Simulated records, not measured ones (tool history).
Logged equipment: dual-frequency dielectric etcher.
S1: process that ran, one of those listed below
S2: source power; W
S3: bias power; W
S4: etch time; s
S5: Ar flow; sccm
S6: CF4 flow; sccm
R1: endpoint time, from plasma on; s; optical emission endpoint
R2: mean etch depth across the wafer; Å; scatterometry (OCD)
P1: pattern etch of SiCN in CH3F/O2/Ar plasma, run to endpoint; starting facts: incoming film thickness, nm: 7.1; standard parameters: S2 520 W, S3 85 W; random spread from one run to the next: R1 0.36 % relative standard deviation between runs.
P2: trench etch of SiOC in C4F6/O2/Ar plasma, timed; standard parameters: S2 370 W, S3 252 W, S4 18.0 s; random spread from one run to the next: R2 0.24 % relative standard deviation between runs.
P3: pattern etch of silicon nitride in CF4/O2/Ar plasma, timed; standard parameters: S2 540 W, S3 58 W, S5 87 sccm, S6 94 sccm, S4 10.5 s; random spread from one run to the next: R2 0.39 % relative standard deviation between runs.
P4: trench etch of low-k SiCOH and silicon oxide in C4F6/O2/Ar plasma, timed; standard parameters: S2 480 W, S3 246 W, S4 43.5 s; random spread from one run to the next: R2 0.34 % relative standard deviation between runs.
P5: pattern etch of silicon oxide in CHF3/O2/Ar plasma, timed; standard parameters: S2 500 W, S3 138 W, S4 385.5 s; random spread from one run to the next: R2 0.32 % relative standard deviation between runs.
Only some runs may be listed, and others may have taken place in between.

{"run": 1, "day": 0.271, "S1": "P1", "S2": 520, "S3": 85, "R1": 16.515}
{"run": 2, "day": 0.767, "S1": "P5", "S2": 320, "S3": 138, "S4": 385.5, "R2": 5548.7}
{"run": 3, "day": 1.092, "S1": "P5", "S2": 500, "S3": 94, "S4": 385.5, "R2": 5838.7}
{"run": 4, "day": 1.546, "S1": "P5", "S2": 500, "S3": 138, "S4": 513.0, "R2": 8728.0}
{"run": 5, "day": 2.025, "S1": "P1", "S2": 680, "S3": 85, "R1": 15.056}
{"run": 6, "day": 2.412, "S1": "P3", "S2": 540, "S3": 74, "S4": 10.5, "S5": 87, "S6": 94, "R2": 245.63}
{"run": 7, "day": 2.733, "S1": "P2", "S2": 370, "S3": 149, "S4": 18.0, "R2": 352.23}
{"run": 8, "day": 3.15, "S1": "P1", "S2": 520, "S3": 85, "R1": 16.602}
{"run": 9, "day": 3.433, "S1": "P5", "S2": 500, "S3": 138, "S4": 385.5, "R2": 6566.3}
{"run": 10, "day": 3.804, "S1": "P1", "S2": 520, "S3": 85, "R1": 16.551}
{"run": 11, "day": 4.229, "S1": "P1", "S2": 520, "S3": 85, "R1": 16.593}
{"day": 4.667, "done": "source power generator calibrated"}
{"run": 12, "day": 4.712, "S1": "P3", "S2": 540, "S3": 58, "S4": 10.5, "S5": 87, "S6": 94, "R2": 225.88}
{"run": 13, "day": 4.942, "S1": "P1", "S2": 520, "S3": 59, "R1": 18.885}
{"run": 14, "day": 5.288, "S1": "P2", "S2": 370, "S3": 252, "S4": 18.0, "R2": 416.11}
{"run": 15, "day": 5.604, "S1": "P1", "S2": 520, "S3": 85, "R1": 16.609}
{"run": 16, "day": 5.867, "S1": "P1", "S2": 520, "S3": 103, "R1": 15.539}
{"run": 17, "day": 6.3, "S1": "P4", "S2": 480, "S3": 246, "S4": 25.5, "R2": 952.85}
{"run": 18, "day": 6.754, "S1": "P1", "S2": 520, "S3": 85, "R1": 16.604}
{"run": 19, "day": 7.242, "S1": "P4", "S2": 480, "S3": 246, "S4": 43.5, "R2": 1623.8}
{"run": 20, "day": 7.546, "S1": "P3", "S2": 540, "S3": 58, "S4": 15.0, "S5": 87, "S6": 94, "R2": 320.04}
{"run": 21, "day": 7.933, "S1": "P1", "S2": 340, "S3": 85, "R1": 19.369}
{"run": 22, "day": 8.438, "S1": "P4", "S2": 480, "S3": 339, "S4": 43.5, "R2": 1828.4}
{"run": 23, "day": 8.933, "S1": "P3", "S2": 540, "S3": 58, "S4": 10.5, "S5": 87, "S6": 128, "R2": 233.28}
{"run": 24, "day": 9.4, "S1": "P1", "S2": 720, "S3": 56, "R1": 16.955}
{"run": 25, "day": 9.879, "S1": "P3", "S2": 680, "S3": 58, "S4": 10.5, "S5": 87, "S6": 94, "R2": 273.52}
{"run": 26, "day": 10.221, "S1": "P2", "S2": 490, "S3": 252, "S4": 18.0, "R2": 467.72}
{"run": 27, "day": 10.492, "S1": "P4", "S2": 600, "S3": 246, "S4": 43.5, "R2": 1772.6}
{"run": 28, "day": 10.892, "S1": "P2", "S2": 370, "S3": 252, "S4": 22.5, "R2": 523.09}
{"run": 29, "day": 11.325, "S1": "P4", "S2": 480, "S3": 246, "S4": 43.5, "R2": 1619.3}
{"run": 30, "day": 11.638, "S1": "P3", "S2": 540, "S3": 58, "S4": 10.5, "S5": 121, "S6": 94, "R2": 215.18}
{"run": 31, "day": 12.025, "S1": "P1", "S2": 520, "S3": 85, "R1": 16.57}
{"run": 32, "day": 12.329, "S1": "P1", "S2": 520, "S3": 85, "R1": 16.714}
{"run": 33, "day": 12.775, "S1": "P1", "S2": 520, "S3": 85, "R1": 16.855}
{"run": 34, "day": 13.012, "S1": "P1", "S2": 520, "S3": 85, "R1": 16.854}
{"run": 35, "day": 13.375, "S1": "P1", "S2": 520, "S3": 85, "R1": 16.872}
{"day": 13.662, "done": "wet clean of the chamber"}
{"run": 36, "day": 13.875, "S1": "P1", "S2": 520, "S3": 85, "R1": 16.903}
{"run": 37, "day": 14.258, "S1": "P1", "S2": 520, "S3": 85, "R1": 16.952}
{"run": 38, "day": 14.683, "S1": "P1", "S2": 520, "S3": 85, "R1": 16.974}
{"run": 39, "day": 15.1, "S1": "P1", "S2": 520, "S3": 85, "R1": 16.961}
{"run": 40, "day": 15.371, "S1": "P1", "S2": 520, "S3": 85, "R1": 16.999}
{"run": 41, "day": 15.683, "S1": "P1", "S2": 520, "S3": 85, "R1": 16.937}
{"run": 42, "day": 16.179, "S1": "P1", "S2": 520, "S3": 85, "R1": 16.8}

The log shows P1 creeping away from where it was. Any of the 2 causes listed here, at the size stated for it, fits the log just as well as the others:
A: source power that arrives under what is set, % = 4.76
B: bias power that arrives under what is set, % = 4.98
The gradual shift began around day 12.025.
Other possible causes, and why each is ruled out:
chamber walls in a state that lowers the etch rate, %: serviced at day 13.662, after the drift had started, without restoring the earlier output

Of the 4 check runs below, each run on 2 wafers with the results averaged and each result still a question mark, which one would tell the listed causes apart?
{"run": "check 1", "day": 16.675, "S1": "P2", "S2": 370, "S3": 252, "S4": 18.0, "R2": "?"}
{"run": "check 2", "day": 16.675, "S1": "P4", "S2": 480, "S3": 246, "S4": 43.5, "R2": "?"}
{"run": "check 3", "day": 16.675, "S1": "P3", "S2": 540, "S3": 58, "S4": 10.5, "S5": 87, "S6": 94, "R2": "?"}
{"run": "check 4", "day": 16.675, "S1": "P5", "S2": 500, "S3": 138, "S4": 385.5, "R2": "?"}

What every check run would give for each of its results, assuming each possible cause in turn:
check=check_1 result=R2 if_A=410.48 if_B=411.00
check=check_2 result=R2 if_A=1595.90 if_B=1598.80
check=check_3 result=R2 if_A=215.44 if_B=220.48
check=check_4 result=R2 if_A=6448.70 if_B=6464.90
Per check, the gap between the least separated pair of causes, taken in the result that splits them most: check 1 0.13 %; check 2 0.18 %; check 3 2.31 %; check 4 0.25 %
Check 3 distinguishes between the causes, while the remaining checks would return nearly the same result for all of them.

Here is what check 3 returned: R2 215.28 Å. Which cause is it?

It was cause A: source power that arrives under what is set, %.

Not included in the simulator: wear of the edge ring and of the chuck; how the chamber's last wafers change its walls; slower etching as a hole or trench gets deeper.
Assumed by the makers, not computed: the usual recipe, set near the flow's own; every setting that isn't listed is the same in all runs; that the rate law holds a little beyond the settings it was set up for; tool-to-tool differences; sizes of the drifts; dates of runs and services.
